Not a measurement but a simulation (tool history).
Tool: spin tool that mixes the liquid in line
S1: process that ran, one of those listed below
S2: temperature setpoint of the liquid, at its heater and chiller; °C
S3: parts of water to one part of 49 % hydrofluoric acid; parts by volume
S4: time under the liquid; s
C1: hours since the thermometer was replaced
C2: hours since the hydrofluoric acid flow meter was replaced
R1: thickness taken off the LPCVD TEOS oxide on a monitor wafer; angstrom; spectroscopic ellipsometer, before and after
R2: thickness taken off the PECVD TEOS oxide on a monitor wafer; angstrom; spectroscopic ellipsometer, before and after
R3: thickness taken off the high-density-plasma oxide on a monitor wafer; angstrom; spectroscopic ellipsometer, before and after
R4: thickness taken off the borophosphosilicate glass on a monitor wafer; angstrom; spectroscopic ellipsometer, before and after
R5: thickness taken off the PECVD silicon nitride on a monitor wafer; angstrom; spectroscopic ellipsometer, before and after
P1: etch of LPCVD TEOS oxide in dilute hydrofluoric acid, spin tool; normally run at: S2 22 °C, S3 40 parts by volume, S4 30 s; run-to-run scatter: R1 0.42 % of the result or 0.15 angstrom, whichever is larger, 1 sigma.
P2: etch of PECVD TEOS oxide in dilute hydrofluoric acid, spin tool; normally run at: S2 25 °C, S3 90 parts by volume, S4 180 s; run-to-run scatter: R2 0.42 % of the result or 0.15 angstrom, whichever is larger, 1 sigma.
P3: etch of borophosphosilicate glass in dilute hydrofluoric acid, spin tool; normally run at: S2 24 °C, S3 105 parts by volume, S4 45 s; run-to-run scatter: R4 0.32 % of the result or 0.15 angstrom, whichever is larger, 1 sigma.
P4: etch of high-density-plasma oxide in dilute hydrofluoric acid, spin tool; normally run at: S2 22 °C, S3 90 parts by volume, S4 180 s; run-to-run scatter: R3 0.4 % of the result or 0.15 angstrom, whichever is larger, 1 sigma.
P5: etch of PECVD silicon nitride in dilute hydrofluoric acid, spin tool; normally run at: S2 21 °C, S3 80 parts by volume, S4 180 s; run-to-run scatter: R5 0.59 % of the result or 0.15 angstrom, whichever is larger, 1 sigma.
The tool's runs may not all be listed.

run   hour  S1    S2   S3   S4     C1     C2      R1      R2      R3      R4      R5
  1    2.9  P1    22   40   30  119.4  809.1  333.53
  2    6.6  P2    25   90  295  123.1  812.8          623.15
  3   11.2  P1    22   40   30  127.7  817.4  332.06
  4   14.4  P4    22   35  180  130.9  820.6                  318.91
  5   19.4  P2    25  145  180  135.9  825.6          222.21
  6   24.3  P1    22   40   30  140.8  830.5  333.71
  7   26.6  P1    22   40   30  143.1  832.8  335.08
  8   31.3  P3  30.5  105   45  147.8  837.5                          261.22
  9   35.5  P2    25   90  180    152  841.7          382.31
 10   39.2  P1    17   40   45  155.7  845.4  406.05
 11   43.8  P1    17   40   30  160.3    850  270.03
 12   46.8  P3    24  105   25  163.3    853                          114.12
 13   50.5  P2    25   90  180    167  856.7          381.59
 14   54.4  P1    22   65   30  170.9  860.6  198.82
      54.7  -- thermometer replaced
 15   56.7  P3    24  105   45    2.1  862.9                          204.33
 16   59.1  P5  17.5   80  180    4.5  865.3                                  26.594
 17   62.4  P5    21   35  180    7.8  868.6                                  75.235
 18   66.5  P4    22   90  180   11.9  872.7                  115.33
 19   69.5  P1    22   40   15   14.9  875.7  168.55
 20   73.1  P1    22   40   45   18.5  879.3  502.05
 21   77.9  P5    21   80  180   23.3  884.1                                  33.596
 22   81.5  P1    22   40   30   26.9  887.7  335.35
 23   86.7  P3    24   30   45   32.1  892.9                          786.22
 24   89.5  P4    22   90  180   34.9  895.7                  115.58
 25   94.6  P1  27.5   40   30     40  900.8  420.22
 26   97.1  P4    22   90   90   42.5  903.3                  58.371
 27  100.1  P2  20.5   90  180   45.5  906.3          318.43
 28  102.6  P1    22   20   30     48  908.8  689.16
 29    106  P5    21   80   15   51.4  912.2                                   2.849
 30  110.5  P4  27.5   90  180   55.9  916.7                  143.45
 31  114.6  P5    21   80  180     60  920.8                                  33.497
 32    118  P1    22   40   30   63.4  924.2  335.88
 33  120.6  P1    22   40   30     66  926.8  334.08
 34    125  P1    22   40   30   70.4  931.2   346.1
 35  128.1  P1    22   40   30   73.5  934.3  349.62
 36  132.7  P1    22   40   30   78.1  938.9  352.56
 37  136.4  P1    22   40   30   81.8  942.6   357.9
 38    139  P1    22   40   30   84.4  945.2  355.93
 39  142.9  P1    22   40   30   88.3  949.1  359.48
 40  147.3  P1    22   40   30   92.7  953.5  356.81
 41  151.2  P1    22   40   30   96.6  957.4  358.12
 42  153.8  P1    22   40   30   99.2    960  358.23
 43  156.6  P1    22   40   30    102  962.8   358.8

What P1 gives has crept away from where it was. These 2 causes fit the log equally well, each at the size given:
A: liquid hotter than its thermometer reads (K) = 1.74
B: hydrofluoric acid flow above the setpoint (%) = 7.14
The creep began at about hour 120.6.

4 check runs are offered, one wafer each, their results left as question marks. Which one tells the causes apart?
check 1  159.4  P5    21  50  180                           ?
check 2  159.4  P3    24  30   30                       ?
check 3  159.4  P4    22  40   95                   ?
check 4  159.4  P2  21.5  90  180               ?

What each check would give under each cause:
  check  result    if A    if B
check 1      R5   59.97  56.924
check 2      R4  564.25  563.89
check 3      R3     157  156.94
check 4      R2  356.83  358.84
How far apart the two closest causes lie, in the result that separates them most: check 1 5.21 %; check 2 0.07 %; check 3 0.03 %; check 4 0.56 %
Check 1 tells the causes apart: in the others they would give nearly the same result.

Check 1 was then run and gave: R5 57.15 angstrom. Which cause is it?

It is B: hydrofluoric acid flow above the setpoint (%).
